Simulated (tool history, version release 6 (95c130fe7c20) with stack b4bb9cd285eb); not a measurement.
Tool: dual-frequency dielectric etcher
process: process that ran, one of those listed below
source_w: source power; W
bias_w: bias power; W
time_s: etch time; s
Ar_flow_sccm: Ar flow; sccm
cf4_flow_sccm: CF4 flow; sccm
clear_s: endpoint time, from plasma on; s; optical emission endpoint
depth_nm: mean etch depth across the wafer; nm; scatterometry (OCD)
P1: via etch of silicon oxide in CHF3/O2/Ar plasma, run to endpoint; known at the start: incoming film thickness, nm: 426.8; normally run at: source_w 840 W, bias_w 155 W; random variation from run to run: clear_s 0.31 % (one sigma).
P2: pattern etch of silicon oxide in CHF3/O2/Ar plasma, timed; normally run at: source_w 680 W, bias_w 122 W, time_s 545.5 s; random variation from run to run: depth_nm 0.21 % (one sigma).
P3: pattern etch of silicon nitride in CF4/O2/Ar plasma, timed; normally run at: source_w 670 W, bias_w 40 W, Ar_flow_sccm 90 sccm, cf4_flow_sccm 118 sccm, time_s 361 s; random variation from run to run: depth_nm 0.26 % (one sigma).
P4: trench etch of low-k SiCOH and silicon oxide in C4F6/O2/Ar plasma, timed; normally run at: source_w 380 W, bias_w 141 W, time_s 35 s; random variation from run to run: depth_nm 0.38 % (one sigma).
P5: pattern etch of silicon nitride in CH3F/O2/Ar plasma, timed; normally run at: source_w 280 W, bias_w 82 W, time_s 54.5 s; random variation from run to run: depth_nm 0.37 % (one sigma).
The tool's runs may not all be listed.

Run 1, hour 5.2: process P1, source_w 840 W, bias_w 155 W. Result: clear_s 193.64 s.
Run 2, hour 13.2: process P1, source_w 520 W, bias_w 95 W. Result: clear_s 271.82 s.
Run 3, hour 17.2: process P4, source_w 500 W, bias_w 141 W, time_s 35 s. Result: depth_nm 105.91 nm.
Run 4, hour 22: process P2, source_w 860 W, bias_w 122 W, time_s 545.5 s. Result: depth_nm 1075.9 nm.
Run 5, hour 31.2: process P1, source_w 840 W, bias_w 208 W. Result: clear_s 177.65 s.
Run 6, hour 38.7: process P1, source_w 540 W, bias_w 155 W. Result: clear_s 230.54 s.
Run 7, hour 42.7: process P5, source_w 380 W, bias_w 82 W, time_s 54.5 s. Result: depth_nm 38.972 nm.
Run 8, hour 50.6: process P5, source_w 280 W, bias_w 82 W, time_s 54.5 s. Result: depth_nm 34.817 nm.
Run 9, hour 55: process P4, source_w 380 W, bias_w 141 W, time_s 35 s. Result: depth_nm 94.973 nm.
Run 10, hour 63.8: process P2, source_w 680 W, bias_w 75 W, time_s 545.5 s. Result: depth_nm 851.26 nm.
Run 11, hour 69.7: process P2, source_w 680 W, bias_w 122 W, time_s 741 s. Result: depth_nm 1327.6 nm.
Run 12, hour 77.4: process P3, source_w 670 W, bias_w 40 W, time_s 361 s, Ar_flow_sccm 53 sccm, cf4_flow_sccm 118 sccm. Result: depth_nm 885.12 nm.
Run 13, hour 85.7: process P3, source_w 670 W, bias_w 40 W, time_s 361 s, Ar_flow_sccm 90 sccm, cf4_flow_sccm 118 sccm. Result: depth_nm 838.43 nm.
Run 14, hour 92.2: process P1, source_w 840 W, bias_w 155 W. Result: clear_s 193.97 s.
Run 15, hour 100.3: process P3, source_w 670 W, bias_w 40 W, time_s 361 s, Ar_flow_sccm 90 sccm, cf4_flow_sccm 73 sccm. Result: depth_nm 782.17 nm.
Run 16, hour 106.4: process P2, source_w 680 W, bias_w 122 W, time_s 545.5 s. Result: depth_nm 976.91 nm.
Run 17, hour 113.9: process P1, source_w 840 W, bias_w 110 W. Result: clear_s 215.12 s.
Run 18, hour 120.5: process P1, source_w 1020 W, bias_w 205 W. Result: clear_s 164.14 s.
Run 19, hour 126.2: process P3, source_w 670 W, bias_w 40 W, time_s 479.5 s, Ar_flow_sccm 90 sccm, cf4_flow_sccm 118 sccm. Result: depth_nm 1111 nm.
Run 20, hour 131.7: process P1, source_w 840 W, bias_w 155 W. Result: clear_s 192.83 s.
Run 21, hour 138.7: process P1, source_w 1170 W, bias_w 155 W. Result: clear_s 170.77 s.
Run 22, hour 145.6: process P3, source_w 670 W, bias_w 49 W, time_s 361 s, Ar_flow_sccm 90 sccm, cf4_flow_sccm 118 sccm. Result: depth_nm 901.42 nm.
Run 23, hour 149.8: process P1, source_w 840 W, bias_w 155 W. Result: clear_s 194.79 s.
Run 24, hour 153.9: process P4, source_w 380 W, bias_w 141 W, time_s 44.5 s. Result: depth_nm 120.9 nm.
Run 25, hour 158.4: process P4, source_w 380 W, bias_w 141 W, time_s 35 s. Result: depth_nm 95.49 nm.
Run 26, hour 163.7: process P4, source_w 380 W, bias_w 193 W, time_s 35 s. Result: depth_nm 105.06 nm.
At hour 167.8: source power generator calibrated.
Run 27, hour 172.3: process P5, source_w 280 W, bias_w 110 W, time_s 54.5 s. Result: depth_nm 39.004 nm.
Run 28, hour 176.4: process P3, source_w 920 W, bias_w 40 W, time_s 361 s, Ar_flow_sccm 90 sccm, cf4_flow_sccm 118 sccm. Result: depth_nm 1114.5 nm.
Run 29, hour 184.2: process P5, source_w 280 W, bias_w 82 W, time_s 70 s. Result: depth_nm 44.899 nm.
Run 30, hour 192.9: process P1, source_w 840 W, bias_w 155 W. Result: clear_s 194.02 s.
Run 31, hour 200.3: process P1, source_w 840 W, bias_w 155 W. Result: clear_s 194.26 s.
Run 32, hour 209.4: process P1, source_w 840 W, bias_w 155 W. Result: clear_s 193.17 s.
Run 33, hour 214.3: process P1, source_w 840 W, bias_w 155 W. Result: clear_s 191.39 s.
Run 34, hour 218.7: process P1, source_w 840 W, bias_w 155 W. Result: clear_s 191.53 s.
At hour 221.2: wet clean of the chamber.
Run 35, hour 224.8: process P1, source_w 840 W, bias_w 155 W. Result: clear_s 192.44 s.
Run 36, hour 234: process P1, source_w 840 W, bias_w 155 W. Result: clear_s 190.78 s.
Run 37, hour 242.1: process P1, source_w 840 W, bias_w 155 W. Result: clear_s 191.05 s.
Run 38, hour 247.7: process P1, source_w 840 W, bias_w 155 W. Result: clear_s 191.43 s.

What P1 gives has crept away from where it was. These 2 causes fit the log equally well, each at the size given:
A: bias power that arrives over what is set, % = 4.92
B: source power that arrives over what is set, % = 4.02
The creep began at about hour 200.3.
Why every other cause is out:
chamber walls in a state that raises the etch rate, %: serviced at hour 221.2, which brought nothing back

4 check runs are offered, one wafer each, their results left as question marks. Which one tells the causes apart?
Run check 1, hour 253.3: process P5, source_w 330 W, bias_w 104 W, time_s 54.5 s. Result: depth_nm ?.
Run check 2, hour 253.3: process P3, source_w 910 W, bias_w 40 W, time_s 361 s, Ar_flow_sccm 62 sccm, cf4_flow_sccm 118 sccm. Result: depth_nm ?.
Run check 3, hour 253.3: process P4, source_w 380 W, bias_w 192 W, time_s 44 s. Result: depth_nm ?.
Run check 4, hour 253.3: process P2, source_w 680 W, bias_w 84 W, time_s 712 s. Result: depth_nm ?.

What each check would give under each cause:
  check    result    if A    if B
check 1  depth_nm  41.267  41.126
check 2  depth_nm  1163.2  1186.8
check 3  depth_nm  133.42  133.39
check 4  depth_nm  1163.7  1166.7
How far apart the two closest causes lie, in the result that separates them most: check 1 0.34 %; check 2 2.01 %; check 3 0.02 %; check 4 0.26 %
Check 2 tells the causes apart: in the others they would give nearly the same result.

Then check 2 was run and gave: depth_nm 1168.5 nm. Which cause is it?

It is A: bias power that arrives over what is set, %.

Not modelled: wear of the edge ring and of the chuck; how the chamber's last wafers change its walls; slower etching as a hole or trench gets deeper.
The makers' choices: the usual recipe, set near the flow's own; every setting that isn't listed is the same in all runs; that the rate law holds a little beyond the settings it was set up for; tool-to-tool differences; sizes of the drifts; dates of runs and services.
